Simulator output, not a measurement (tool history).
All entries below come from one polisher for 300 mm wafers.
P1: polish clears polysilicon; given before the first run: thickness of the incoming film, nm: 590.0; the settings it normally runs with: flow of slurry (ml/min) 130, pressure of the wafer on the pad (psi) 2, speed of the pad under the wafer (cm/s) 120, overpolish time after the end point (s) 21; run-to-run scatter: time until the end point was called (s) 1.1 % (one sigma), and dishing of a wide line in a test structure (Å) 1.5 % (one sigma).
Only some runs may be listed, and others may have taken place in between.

run   hour  flow of slurry (ml/min)  pressure of the wafer on the pad (psi)  speed of the pad under the wafer (cm/s)  overpolish time after the end point (s)  time until the end point was called (s)  dishing of a wide line in a test structure (Å)
  1    5.2                      130                                       2                                      120                                       21                                   43.862                                          554.37
  2   12.4                      130                                       2                                      120                                        6                                   43.991                                           418.2
  3   21.9                      130                                       3                                      176                                       21                                   19.912                                          568.16
  4     27                      130                                       2                                      120                                       21                                   43.385                                          554.42
  5   36.1                      130                                       2                                      120                                       21                                   44.071                                          551.93
  6     45                      130                                     3.1                                      120                                       21                                    28.55                                          563.85
  7   50.4                      130                                       2                                      120                                       31                                   44.628                                          552.42
  8   56.9                      190                                       2                                      120                                       21                                   41.565                                          543.14
  9   64.8                      130                                       2                                      120                                       21                                   44.333                                          539.78
 10   71.8                      130                                       2                                      186                                       21                                   28.859                                          559.74
 11   76.9                      175                                     3.1                                      120                                       21                                   26.941                                          551.02
 12   81.7                       80                                       2                                      120                                       21                                   49.663                                          554.78
 13   87.5                      130                                       1                                      120                                       21                                   86.558                                           489.4
 14   91.9                      130                                       2                                       54                                       21                                    98.92                                          495.61
 15   97.1                      130                                       2                                      120                                       21                                   43.943                                          544.63
 16  104.1                      130                                       2                                      120                                       21                                   44.603                                          548.68
 17  109.2                      130                                       2                                      120                                       21                                   44.778                                          529.81
 18  114.2                      130                                       2                                      120                                       21                                   45.473                                          540.81
 19  119.3                      130                                       2                                      120                                       21                                   46.011                                           547.4
 20  123.8                      130                                       2                                      120                                       21                                   46.701                                          550.47
 21  128.1                      130                                       2                                      120                                       21                                   48.022                                          539.14
 22  137.3                      130                                       2                                      120                                       21                                   47.668                                          549.41
     142.6  -- head pressure recalibrated
 23  145.9                      130                                       2                                      120                                       21                                   47.596                                          542.41
 24  154.1                      130                                       2                                      120                                       21                                   47.731                                          530.71
 25  163.1                      130                                       2                                      120                                       21                                   47.071                                          543.99
 26  172.5                      130                                       2                                      120                                       21                                   49.319                                           560.4

What P1 gives has crept off from where it sat before. The 2 causes that follow fit the log equally well, each at the size noted:
A: slurry flow missing at the pad, % = 29.7
B: removal rate lost through wear of the pad, % = 7.82
Onset of the creep was near hour 104.1.
The rest of the possible causes, and what rules out each one:
head's pressure below its setpoint, %: serviced at hour 142.6, after the drift had started, without restoring the earlier output

Consider the 4 check runs below, whose results appear as question marks and each of which averages 5 wafers. Which one distinguishes the causes, in that each cause would give it a clearly different result?
check 1  181.9                      130                                       2                                       64                                       21                                        ?                                               ?
check 2  181.9                      130                                       2                                      174                                       21                                        ?                                               ?
check 3  181.9                      130                                     2.7                                       64                                       21                                        ?                                               ?
check 4  181.9                       85                                       2                                      178                                       21                                        ?                                               ?

What each check would give under each cause:
  check                                          result    if A    if B
check 1         time until the end point was called (s)   89.76  89.747
check 1  dishing of a wide line in a test structure (Å)  503.87  503.89
check 2         time until the end point was called (s)  33.015   33.01
check 2  dishing of a wide line in a test structure (Å)  551.35  551.35
check 3         time until the end point was called (s)  66.489  66.479
check 3  dishing of a wide line in a test structure (Å)  531.55  531.55
check 4         time until the end point was called (s)  37.047  35.724
check 4  dishing of a wide line in a test structure (Å)  550.58  550.87
Per check, the gap between the least separated pair of causes, taken in the result that splits them most: check 1 0.01 %; check 2 0.01 %; check 3 0.01 %; check 4 3.64 %
The other checks would show nearly matching results whichever cause is true, so check 4 is the only one that separates the causes.

Running check 4 produced the following: time until the end point was called (s) 35.852; dishing of a wide line in a test structure (Å) 549.19. Which one of the listed causes fits?

Of the candidate causes, it is B: removal rate lost through wear of the pad, %.
